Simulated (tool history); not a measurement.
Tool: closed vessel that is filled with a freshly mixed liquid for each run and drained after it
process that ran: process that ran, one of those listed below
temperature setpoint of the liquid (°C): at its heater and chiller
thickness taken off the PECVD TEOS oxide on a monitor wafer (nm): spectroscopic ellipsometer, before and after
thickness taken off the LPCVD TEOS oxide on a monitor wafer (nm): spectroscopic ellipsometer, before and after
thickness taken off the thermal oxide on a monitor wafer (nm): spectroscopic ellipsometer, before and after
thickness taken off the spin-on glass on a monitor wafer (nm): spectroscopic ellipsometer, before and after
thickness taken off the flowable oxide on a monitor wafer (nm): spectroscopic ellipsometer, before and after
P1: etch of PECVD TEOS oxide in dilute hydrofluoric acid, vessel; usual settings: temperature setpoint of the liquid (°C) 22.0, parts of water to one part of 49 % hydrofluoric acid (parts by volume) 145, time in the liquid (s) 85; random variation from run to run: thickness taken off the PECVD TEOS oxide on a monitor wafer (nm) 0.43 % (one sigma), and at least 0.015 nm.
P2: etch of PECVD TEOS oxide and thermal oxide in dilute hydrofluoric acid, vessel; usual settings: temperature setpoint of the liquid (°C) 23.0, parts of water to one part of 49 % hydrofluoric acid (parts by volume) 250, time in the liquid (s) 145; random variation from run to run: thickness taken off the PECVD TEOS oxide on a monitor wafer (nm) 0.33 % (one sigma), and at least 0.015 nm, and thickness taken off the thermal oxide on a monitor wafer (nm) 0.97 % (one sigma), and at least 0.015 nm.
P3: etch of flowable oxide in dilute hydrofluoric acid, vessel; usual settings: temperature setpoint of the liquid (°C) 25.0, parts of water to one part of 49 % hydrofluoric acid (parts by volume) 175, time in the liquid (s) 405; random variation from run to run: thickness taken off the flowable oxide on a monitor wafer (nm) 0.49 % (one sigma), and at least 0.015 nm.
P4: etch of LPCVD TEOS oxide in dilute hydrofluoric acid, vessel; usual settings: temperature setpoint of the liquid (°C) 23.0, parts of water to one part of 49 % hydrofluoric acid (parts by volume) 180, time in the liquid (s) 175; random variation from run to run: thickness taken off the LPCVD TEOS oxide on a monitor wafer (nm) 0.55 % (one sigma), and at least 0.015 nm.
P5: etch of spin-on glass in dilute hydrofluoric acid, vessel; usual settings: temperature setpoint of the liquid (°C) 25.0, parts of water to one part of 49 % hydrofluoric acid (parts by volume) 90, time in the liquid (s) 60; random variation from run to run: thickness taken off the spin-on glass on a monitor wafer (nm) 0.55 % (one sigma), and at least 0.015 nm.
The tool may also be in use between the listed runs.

run,hour,process that ran,temperature setpoint of the liquid (°C),parts of water to one part of 49 % hydrofluoric acid (parts by volume),time in the liquid (s),hours since the thermometer was replaced,hours since the hydrofluoric acid flow meter was replaced,thickness taken off the PECVD TEOS oxide on a monitor wafer (nm),thickness taken off the LPCVD TEOS oxide on a monitor wafer (nm),thickness taken off the thermal oxide on a monitor wafer (nm),thickness taken off the spin-on glass on a monitor wafer (nm),thickness taken off the flowable oxide on a monitor wafer (nm)
1,10.7,P1,22.0,145,85,860.5,390.5,10.7560,,,,
2,21.8,P4,23.0,180,60,871.6,401.6,,4.813,,,
3,29.4,P1,25.5,145,85,879.2,409.2,12.2860,,,,
4,36.9,P1,22.0,210,85,886.7,416.7,6.9383,,,,
5,43.2,P1,22.0,145,85,893.0,423.0,10.8040,,,,
6,52.4,P2,23.0,445,145,902.2,432.2,4.2037,,1.0895,,
7,58.1,P1,22.0,145,85,907.9,437.9,10.7250,,,,
8,67.7,P1,22.0,145,85,917.5,447.5,10.7650,,,,
9,78.6,P5,25.0,155,60,928.4,458.4,,,,25.106,
10,84.8,P3,32.0,175,405,934.6,464.6,,,,,59.269
11,90.1,P2,23.0,250,145,939.9,469.9,8.9377,,2.2986,,
12,95.4,P2,30.5,250,145,945.2,475.2,11.4740,,3.0232,,
13,106.0,P1,22.0,145,125,955.8,485.8,15.8910,,,,
14,113.7,P1,17.0,145,85,963.5,493.5,8.8947,,,,
15,123.7,P4,23.0,180,175,973.5,503.5,,14.028,,,
16,134.3,P1,22.0,145,30,984.1,514.1,3.8124,,,,
17,139.6,P1,22.0,145,85,989.4,519.4,10.7560,,,,
18,148.3,P5,25.0,90,30,998.1,528.1,,,,23.535,
19,155.9,P1,22.0,100,150,1005.7,535.7,28.9990,,,,
20,161.6,P4,23.0,50,175,1011.4,541.4,,58.245,,,
21,173.3,P2,23.0,250,145,1023.1,553.1,8.9120,,2.2942,,
22,180.2,P5,25.0,90,60,1030.0,560.0,,,,46.820,
23,188.5,P5,31.0,90,60,1038.3,568.3,,,,59.427,
24,198.9,P3,25.0,175,790,1048.7,578.7,,,,,89.261
25,205.0,P1,22.0,70,85,1054.8,584.8,24.5180,,,,
26,213.1,P3,25.0,30,405,1062.9,592.9,,,,,320.210
27,222.5,P3,25.0,175,405,1072.3,602.3,,,,,45.979
28,228.0,P2,23.0,250,65,1077.8,607.8,3.9712,,0.9949,,
29,237.0,P5,25.0,90,60,1086.8,616.8,,,,47.042,
30,248.5,P4,17.0,180,175,1098.3,628.3,,10.987,,,
31,257.0,P1,22.0,40,40,1106.8,636.8,20.8070,,,,
32,266.8,P1,22.0,145,85,1116.6,646.6,10.8380,,,,
33,275.5,P1,22.0,145,85,1125.3,655.3,10.3050,,,,
34,287.1,P1,22.0,145,85,1136.9,666.9,10.0130,,,,
35,295.3,P1,22.0,145,85,1145.1,675.1,9.9372,,,,
36,306.2,P1,22.0,145,85,1156.0,686.0,9.8612,,,,
37,312.5,P1,22.0,145,85,1162.3,692.3,9.8655,,,,
38,319.9,P1,22.0,145,85,1169.7,699.7,9.9068,,,,
39,326.0,P1,22.0,145,85,1175.8,705.8,9.8192,,,,

What P1 gives has crept away from where it was. These 2 causes fit the log equally well, each at the size given:
A: hydrofluoric acid flow below the setpoint (%) = 7.9
B: liquid colder than its thermometer reads (K) = 2.42
The creep began at about hour 266.8.

4 check runs are offered, one wafer each, their results left as question marks. Which one tells the causes apart?
check 1,332.1,P2,29.5,440,145,,,?,,?,,
check 2,332.1,P4,17.0,180,175,,,,?,,,
check 3,332.1,P5,25.0,130,30,,,,,,?,
check 4,332.1,P3,25.0,175,710,,,,,,,?

What each check would give under each cause:
check,result,if A,if B
check 1,thickness taken off the PECVD TEOS oxide on a monitor wafer (nm),4.6194,4.8301
check 1,thickness taken off the thermal oxide on a monitor wafer (nm),1.2088,1.2639
check 2,thickness taken off the LPCVD TEOS oxide on a monitor wafer (nm),10.0100,9.9887
check 3,thickness taken off the spin-on glass on a monitor wafer (nm),14.099,14.121
check 4,thickness taken off the flowable oxide on a monitor wafer (nm),72.935,73.520
How far apart the two closest causes lie, in the result that separates them most: check 1 4.46 %; check 2 0.22 %; check 3 0.16 %; check 4 0.8 %
Check 1 tells the causes apart: in the others they would give nearly the same result.

Check 1 was then run and gave: thickness taken off the PECVD TEOS oxide on a monitor wafer (nm) 4.6398; thickness taken off the thermal oxide on a monitor wafer (nm) 1.1849. Which cause is it?

It is A: hydrofluoric acid flow below the setpoint (%).
